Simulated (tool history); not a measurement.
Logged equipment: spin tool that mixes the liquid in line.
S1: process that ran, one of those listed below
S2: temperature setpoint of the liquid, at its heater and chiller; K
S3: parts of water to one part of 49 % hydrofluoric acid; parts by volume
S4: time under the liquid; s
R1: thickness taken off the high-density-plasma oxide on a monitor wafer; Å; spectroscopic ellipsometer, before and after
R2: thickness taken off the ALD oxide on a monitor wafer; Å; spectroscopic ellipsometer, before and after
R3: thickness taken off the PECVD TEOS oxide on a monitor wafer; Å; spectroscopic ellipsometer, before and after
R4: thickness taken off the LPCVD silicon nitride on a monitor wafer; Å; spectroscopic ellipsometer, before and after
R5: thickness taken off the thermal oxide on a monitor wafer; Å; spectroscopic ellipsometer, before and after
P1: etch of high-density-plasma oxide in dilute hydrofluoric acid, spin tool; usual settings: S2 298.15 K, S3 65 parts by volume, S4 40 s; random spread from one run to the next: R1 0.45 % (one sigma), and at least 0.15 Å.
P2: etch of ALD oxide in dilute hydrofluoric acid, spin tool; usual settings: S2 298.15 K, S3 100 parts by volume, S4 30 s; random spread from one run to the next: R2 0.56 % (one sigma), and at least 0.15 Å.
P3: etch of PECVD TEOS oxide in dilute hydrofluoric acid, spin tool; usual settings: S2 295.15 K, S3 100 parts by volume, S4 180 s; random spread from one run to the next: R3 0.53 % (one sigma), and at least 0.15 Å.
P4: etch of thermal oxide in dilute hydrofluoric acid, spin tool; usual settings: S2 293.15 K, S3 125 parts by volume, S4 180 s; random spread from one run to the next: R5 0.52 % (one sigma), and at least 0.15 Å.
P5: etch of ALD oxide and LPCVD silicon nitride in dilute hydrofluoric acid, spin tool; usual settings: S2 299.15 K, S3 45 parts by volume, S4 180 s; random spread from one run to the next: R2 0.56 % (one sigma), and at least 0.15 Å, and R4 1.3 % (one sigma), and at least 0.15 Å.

Run 1, hour 6.3: S1 P1, S2 298.15 K, S3 65 parts by volume, S4 40 s. Result: R1 51.852 Å.
Run 2, hour 15.3: S1 P2, S2 298.15 K, S3 100 parts by volume, S4 30 s. Result: R2 104.75 Å.
Run 3, hour 24.9: S1 P3, S2 295.15 K, S3 100 parts by volume, S4 330 s. Result: R3 378.56 Å.
Run 4, hour 34.1: S1 P3, S2 295.15 K, S3 100 parts by volume, S4 180 s. Result: R3 206.76 Å.
Run 5, hour 41.1: S1 P1, S2 298.15 K, S3 65 parts by volume, S4 40 s. Result: R1 52.122 Å.
Run 6, hour 48.3: S1 P1, S2 298.15 K, S3 65 parts by volume, S4 40 s. Result: R1 52.024 Å.
Run 7, hour 56.2: S1 P1, S2 303.65 K, S3 65 parts by volume, S4 40 s. Result: R1 64.725 Å.
Run 8, hour 65.2: S1 P2, S2 298.15 K, S3 100 parts by volume, S4 55 s. Result: R2 191.09 Å.
Run 9, hour 77: S1 P5, S2 299.15 K, S3 25 parts by volume, S4 180 s. Result: R2 852.24 Å, R4 38.962 Å.
Run 10, hour 84.4: S1 P5, S2 291.65 K, S3 45 parts by volume, S4 180 s. Result: R2 336.51 Å, R4 13.088 Å.
Run 11, hour 95.3: S1 P2, S2 293.65 K, S3 100 parts by volume, S4 30 s. Result: R2 87.408 Å.
Run 12, hour 102.5: S1 P3, S2 295.15 K, S3 40 parts by volume, S4 180 s. Result: R3 554.24 Å.
Run 13, hour 110.4: S1 P4, S2 293.15 K, S3 125 parts by volume, S4 180 s. Result: R5 54.564 Å.
Run 14, hour 115.9: S1 P4, S2 290.15 K, S3 125 parts by volume, S4 180 s. Result: R5 48.435 Å.
At hour 125.3: thermometer replaced.
Run 15, hour 125.9: S1 P1, S2 298.15 K, S3 20 parts by volume, S4 40 s. Result: R1 180.37 Å.
Run 16, hour 133.5: S1 P5, S2 299.15 K, S3 45 parts by volume, S4 180 s. Result: R2 460.74 Å, R4 21.528 Å.
Run 17, hour 140.4: S1 P1, S2 294.65 K, S3 100 parts by volume, S4 40 s. Result: R1 28.388 Å.
Run 18, hour 149.6: S1 P4, S2 293.15 K, S3 125 parts by volume, S4 90 s. Result: R5 27.731 Å.
Run 19, hour 155.7: S1 P3, S2 290.65 K, S3 100 parts by volume, S4 180 s. Result: R3 169.59 Å.
Run 20, hour 166: S1 P1, S2 291.65 K, S3 65 parts by volume, S4 40 s. Result: R1 39.835 Å.
Run 21, hour 172.5: S1 P1, S2 298.15 K, S3 65 parts by volume, S4 40 s. Result: R1 52.107 Å.
Run 22, hour 183.2: S1 P1, S2 298.15 K, S3 110 parts by volume, S4 40 s. Result: R1 29.091 Å.
Run 23, hour 193.2: S1 P3, S2 295.15 K, S3 100 parts by volume, S4 180 s. Result: R3 208.2 Å.
Run 24, hour 201.4: S1 P1, S2 298.15 K, S3 65 parts by volume, S4 70 s. Result: R1 91.635 Å.
Run 25, hour 213.9: S1 P2, S2 298.15 K, S3 100 parts by volume, S4 30 s. Result: R2 105.75 Å.
Run 26, hour 221.4: S1 P2, S2 298.15 K, S3 140 parts by volume, S4 30 s. Result: R2 71.516 Å.
Run 27, hour 231: S1 P1, S2 298.15 K, S3 65 parts by volume, S4 15 s. Result: R1 19.674 Å.
Run 28, hour 239.7: S1 P5, S2 299.15 K, S3 45 parts by volume, S4 15 s. Result: R2 38.642 Å, R4 2.0663 Å.
Run 29, hour 249.9: S1 P4, S2 293.15 K, S3 215 parts by volume, S4 180 s. Result: R5 29.085 Å.
Run 30, hour 260.3: S1 P1, S2 298.15 K, S3 65 parts by volume, S4 40 s. Result: R1 52.095 Å.
Run 31, hour 270.5: S1 P1, S2 291.15 K, S3 110 parts by volume, S4 40 s. Result: R1 21.942 Å.
Run 32, hour 279.3: S1 P1, S2 298.15 K, S3 65 parts by volume, S4 40 s. Result: R1 51.874 Å.
Run 33, hour 291.9: S1 P1, S2 298.15 K, S3 65 parts by volume, S4 40 s. Result: R1 53.199 Å.
Run 34, hour 297.5: S1 P1, S2 298.15 K, S3 65 parts by volume, S4 40 s. Result: R1 53.923 Å.
Run 35, hour 303.7: S1 P1, S2 298.15 K, S3 65 parts by volume, S4 40 s. Result: R1 54.792 Å.
Run 36, hour 309.1: S1 P1, S2 298.15 K, S3 65 parts by volume, S4 40 s. Result: R1 54.647 Å.
Run 37, hour 314.9: S1 P1, S2 298.15 K, S3 65 parts by volume, S4 40 s. Result: R1 55.223 Å.
Run 38, hour 321.6: S1 P1, S2 298.15 K, S3 65 parts by volume, S4 40 s. Result: R1 55.259 Å.
Run 39, hour 331.8: S1 P1, S2 298.15 K, S3 65 parts by volume, S4 40 s. Result: R1 55.067 Å.
Run 40, hour 342.3: S1 P1, S2 298.15 K, S3 65 parts by volume, S4 40 s. Result: R1 55.26 Å.
Run 41, hour 353.7: S1 P1, S2 298.15 K, S3 65 parts by volume, S4 40 s. Result: R1 55.495 Å.
Run 42, hour 364.7: S1 P1, S2 298.15 K, S3 65 parts by volume, S4 40 s. Result: R1 55.454 Å.
Run 43, hour 372.2: S1 P1, S2 298.15 K, S3 65 parts by volume, S4 40 s. Result: R1 54.927 Å.

Compared with where it was, what P1 gives has crept away. Each cause listed below fits the log as well as the rest, at the size given for it:
A: liquid hotter than its thermometer reads (K) = 1.48
B: hydrofluoric acid flow above the setpoint (%) = 5.61
The drift started at roughly hour 279.3.

Which of the check runs below tells the causes apart, meaning the causes would give it clearly different results? Each run uses 5 wafers whose results are averaged, and each result is shown as a question mark.
Run check 1, hour 379.7: S1 P3, S2 295.15 K, S3 100 parts by volume, S4 180 s. Result: R3 ?.
Run check 2, hour 379.7: S1 P2, S2 298.15 K, S3 100 parts by volume, S4 30 s. Result: R2 ?.
Run check 3, hour 379.7: S1 P5, S2 299.15 K, S3 45 parts by volume, S4 180 s. Result: R2 ?, R4 ?.
Run check 4, hour 379.7: S1 P4, S2 293.15 K, S3 125 parts by volume, S4 180 s. Result: R5 ?.

What every check run would give for each of its results, assuming each possible cause in turn:
  check  result    if A    if B
check 1      R3  219.77   220.1
check 2      R2  110.89  111.28
check 3      R2  489.25   488.3
check 3      R4   24.22  23.163
check 4      R5  57.974  58.111
Per-check spread between the two closest causes, in the result where they differ most: check 1 0.15 %; check 2 0.36 %; check 3 4.46 %; check 4 0.24 %
Only check 3 tells the causes apart: in the others they would give nearly the same result.

After running check 3, the following was obtained: R2 487.6 Å; R4 23.18 Å. Which cause does this point to?

B is the cause: hydrofluoric acid flow above the setpoint (%).
